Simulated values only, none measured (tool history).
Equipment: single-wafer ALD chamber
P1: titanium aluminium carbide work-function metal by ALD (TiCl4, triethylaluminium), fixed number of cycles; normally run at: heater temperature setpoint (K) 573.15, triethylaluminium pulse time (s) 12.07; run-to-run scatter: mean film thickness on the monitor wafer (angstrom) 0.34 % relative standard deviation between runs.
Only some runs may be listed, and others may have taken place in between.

run,hour,heater temperature setpoint (K),triethylaluminium pulse time (s),hours since the last thermocouple change,hours since the last triethylaluminium bottle change,mean film thickness on the monitor wafer (angstrom)
1,3.8,573.15,12.07,1289.5,1027.5,19.801
2,8.6,596.15,12.07,1294.3,1032.3,21.763
3,12.7,573.15,12.07,1298.4,1036.4,19.831
4,17.1,573.15,16.96,1302.8,1040.8,19.956
5,21.3,573.15,12.07,1307,1045,19.777
6,23.9,556.15,12.07,1309.6,1047.6,18.428
7,26.8,588.15,5.34,1312.5,1050.5,18.046
8,30.1,573.15,12.07,1315.8,1053.8,19.835
9,34.7,573.15,6.69,1320.4,1058.4,18.07
10,38.7,573.15,12.07,1324.4,1062.4,19.806
11,40.9,555.15,8.86,1326.6,1064.6,17.622
12,45.6,573.15,12.07,1331.3,1069.3,19.75

Predict the results of run 13:
13,47.8,573.15,12.07,1333.5,1071.5,?

mean film thickness on the monitor wafer (angstrom): 19.584
